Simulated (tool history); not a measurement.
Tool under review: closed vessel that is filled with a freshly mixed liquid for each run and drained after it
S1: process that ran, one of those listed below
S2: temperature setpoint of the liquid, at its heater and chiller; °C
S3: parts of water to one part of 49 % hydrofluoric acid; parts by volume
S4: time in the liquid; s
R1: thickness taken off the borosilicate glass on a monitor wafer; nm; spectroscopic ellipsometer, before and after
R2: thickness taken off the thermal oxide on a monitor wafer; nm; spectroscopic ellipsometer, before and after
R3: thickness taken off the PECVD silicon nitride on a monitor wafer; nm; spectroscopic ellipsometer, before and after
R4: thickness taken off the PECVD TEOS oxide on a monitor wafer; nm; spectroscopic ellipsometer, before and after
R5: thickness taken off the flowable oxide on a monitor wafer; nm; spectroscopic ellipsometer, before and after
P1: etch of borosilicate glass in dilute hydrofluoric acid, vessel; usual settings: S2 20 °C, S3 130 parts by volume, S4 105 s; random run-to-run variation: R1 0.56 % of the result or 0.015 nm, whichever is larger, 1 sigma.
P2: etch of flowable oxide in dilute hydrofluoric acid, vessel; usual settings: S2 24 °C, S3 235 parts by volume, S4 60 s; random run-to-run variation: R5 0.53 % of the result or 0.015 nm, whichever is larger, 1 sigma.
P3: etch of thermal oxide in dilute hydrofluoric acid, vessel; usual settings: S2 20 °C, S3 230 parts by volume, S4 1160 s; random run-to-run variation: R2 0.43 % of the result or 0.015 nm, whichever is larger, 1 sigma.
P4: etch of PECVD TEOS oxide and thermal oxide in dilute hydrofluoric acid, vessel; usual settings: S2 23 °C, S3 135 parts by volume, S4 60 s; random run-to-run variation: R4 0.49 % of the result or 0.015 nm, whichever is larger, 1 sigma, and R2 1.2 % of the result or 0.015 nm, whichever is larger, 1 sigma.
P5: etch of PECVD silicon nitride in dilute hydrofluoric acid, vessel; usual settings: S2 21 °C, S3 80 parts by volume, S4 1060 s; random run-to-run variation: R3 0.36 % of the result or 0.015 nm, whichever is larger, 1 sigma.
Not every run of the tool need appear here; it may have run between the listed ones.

Run 1, day 0.508: S1 P1, S2 20 °C, S3 130 parts by volume, S4 105 s. Result: R1 22.29 nm.
Run 2, day 0.958: S1 P3, S2 20 °C, S3 140 parts by volume, S4 1160 s. Result: R2 29.381 nm.
Run 3, day 1.3: S1 P1, S2 20 °C, S3 130 parts by volume, S4 30 s. Result: R1 6.4031 nm.
Run 4, day 1.575: S1 P3, S2 20 °C, S3 230 parts by volume, S4 470 s. Result: R2 6.5963 nm.
Run 5, day 1.996: S1 P1, S2 20 °C, S3 45 parts by volume, S4 105 s. Result: R1 71.919 nm.
Run 6, day 2.354: S1 P5, S2 21 °C, S3 35 parts by volume, S4 1060 s. Result: R3 66.195 nm.
Run 7, day 2.917: S1 P4, S2 31.5 °C, S3 135 parts by volume, S4 60 s. Result: R2 2.6677 nm, R4 8.837 nm.
Run 8, day 3.496: S1 P5, S2 21 °C, S3 80 parts by volume, S4 1060 s. Result: R3 29.739 nm.
Run 9, day 3.983: S1 P1, S2 20 °C, S3 130 parts by volume, S4 105 s. Result: R1 22.875 nm.
Run 10, day 4.592: S1 P2, S2 32 °C, S3 235 parts by volume, S4 60 s. Result: R5 6.5266 nm.
Run 11, day 4.871: S1 P1, S2 20 °C, S3 130 parts by volume, S4 160 s. Result: R1 34.433 nm.
Run 12, day 5.196: S1 P4, S2 23 °C, S3 135 parts by volume, S4 60 s. Result: R2 1.903 nm, R4 6.3767 nm.
Run 13, day 5.696: S1 P1, S2 20 °C, S3 195 parts by volume, S4 105 s. Result: R1 14.017 nm.
Run 14, day 6.029: S1 P4, S2 23 °C, S3 135 parts by volume, S4 60 s. Result: R2 1.9107 nm, R4 6.3779 nm.
Run 15, day 6.425: S1 P2, S2 24 °C, S3 235 parts by volume, S4 60 s. Result: R5 4.9908 nm.
Run 16, day 6.729: S1 P1, S2 17 °C, S3 130 parts by volume, S4 45 s. Result: R1 8.5657 nm.
Run 17, day 7.108: S1 P1, S2 17 °C, S3 130 parts by volume, S4 105 s. Result: R1 20.042 nm.
Run 18, day 7.729: S1 P1, S2 20 °C, S3 130 parts by volume, S4 105 s. Result: R1 22.533 nm.
Run 19, day 8.25: S1 P2, S2 24 °C, S3 235 parts by volume, S4 110 s. Result: R5 9.1351 nm.
Run 20, day 8.733: S1 P1, S2 20 °C, S3 130 parts by volume, S4 105 s. Result: R1 22.573 nm.
Run 21, day 9.05: S1 P1, S2 20 °C, S3 40 parts by volume, S4 160 s. Result: R1 124.13 nm.
Run 22, day 9.533: S1 P4, S2 23 °C, S3 205 parts by volume, S4 60 s. Result: R2 1.1327 nm, R4 3.9413 nm.
Run 23, day 10.129: S1 P1, S2 26.5 °C, S3 130 parts by volume, S4 105 s. Result: R1 29.247 nm.
Run 24, day 10.529: S1 P2, S2 24 °C, S3 435 parts by volume, S4 60 s. Result: R5 2.2305 nm.
Run 25, day 10.879: S1 P5, S2 21 °C, S3 80 parts by volume, S4 560 s. Result: R3 15.653 nm.
Run 26, day 11.267: S1 P1, S2 20 °C, S3 130 parts by volume, S4 105 s. Result: R1 22.438 nm.
Run 27, day 11.788: S1 P1, S2 17 °C, S3 35 parts by volume, S4 105 s. Result: R1 82.353 nm.
Run 28, day 12.142: S1 P3, S2 17 °C, S3 230 parts by volume, S4 1160 s. Result: R2 14.584 nm.
Run 29, day 12.583: S1 P3, S2 20 °C, S3 230 parts by volume, S4 1160 s. Result: R2 16.381 nm.
Run 30, day 12.875: S1 P4, S2 23 °C, S3 135 parts by volume, S4 120 s. Result: R2 3.9229 nm, R4 12.871 nm.
Run 31, day 13.188: S1 P1, S2 20 °C, S3 130 parts by volume, S4 105 s. Result: R1 22.382 nm.
Run 32, day 13.608: S1 P5, S2 17 °C, S3 80 parts by volume, S4 1060 s. Result: R3 22.488 nm.
Run 33, day 14.021: S1 P1, S2 20 °C, S3 130 parts by volume, S4 105 s. Result: R1 22.592 nm.
Run 34, day 14.479: S1 P1, S2 20 °C, S3 130 parts by volume, S4 105 s. Result: R1 22.078 nm.
Run 35, day 14.988: S1 P1, S2 20 °C, S3 130 parts by volume, S4 105 s. Result: R1 21.759 nm.
Run 36, day 15.454: S1 P1, S2 20 °C, S3 130 parts by volume, S4 105 s. Result: R1 21.513 nm.
Run 37, day 16.017: S1 P1, S2 20 °C, S3 130 parts by volume, S4 105 s. Result: R1 21.334 nm.
Run 38, day 16.542: S1 P1, S2 20 °C, S3 130 parts by volume, S4 105 s. Result: R1 21.312 nm.
Run 39, day 16.988: S1 P1, S2 20 °C, S3 130 parts by volume, S4 105 s. Result: R1 21.155 nm.
Run 40, day 17.442: S1 P1, S2 20 °C, S3 130 parts by volume, S4 105 s. Result: R1 21.102 nm.
Run 41, day 17.783: S1 P1, S2 20 °C, S3 130 parts by volume, S4 105 s. Result: R1 21.214 nm.
Run 42, day 18.096: S1 P1, S2 20 °C, S3 130 parts by volume, S4 105 s. Result: R1 21.233 nm.
Run 43, day 18.604: S1 P1, S2 20 °C, S3 130 parts by volume, S4 105 s. Result: R1 21.233 nm.

Compared with where it was, what P1 gives has crept away. Each cause listed below fits the log as well as the rest, at the size given for it:
A: hydrofluoric acid flow below the setpoint (%) = 5.39
B: liquid colder than its thermometer reads (K) = 1.56
The gradual shift began around day 14.021.

4 check runs are offered, one wafer each, their results left as question marks. Which one tells the causes apart?
Run check 1, day 19.112: S1 P5, S2 21 °C, S3 80 parts by volume, S4 1060 s. Result: R3 ?.
Run check 2, day 19.112: S1 P2, S2 24 °C, S3 235 parts by volume, S4 60 s. Result: R5 ?.
Run check 3, day 19.112: S1 P4, S2 23 °C, S3 135 parts by volume, S4 60 s. Result: R2 ?, R4 ?.
Run check 4, day 19.112: S1 P3, S2 20 °C, S3 230 parts by volume, S4 1160 s. Result: R2 ?.

Check results expected under each cause:
  check  result    if A    if B
check 1      R3  28.188  26.743
check 2      R5   4.618  4.6751
check 3      R2  1.8218  1.8269
check 3      R4   6.019  6.0358
check 4      R2  15.302  15.426
Smallest distance between any two causes, each pair judged by its most separating result, in per cent: check 1 5.26 %; check 2 1.23 %; check 3 0.28 %; check 4 0.81 %
The causes can be told apart only by check 1. The other checks would give nearly the same results under each of them.

Running check 1 produced the following: R3 28.144 nm. Which one of the listed causes fits?

A is the cause: hydrofluoric acid flow below the setpoint (%).
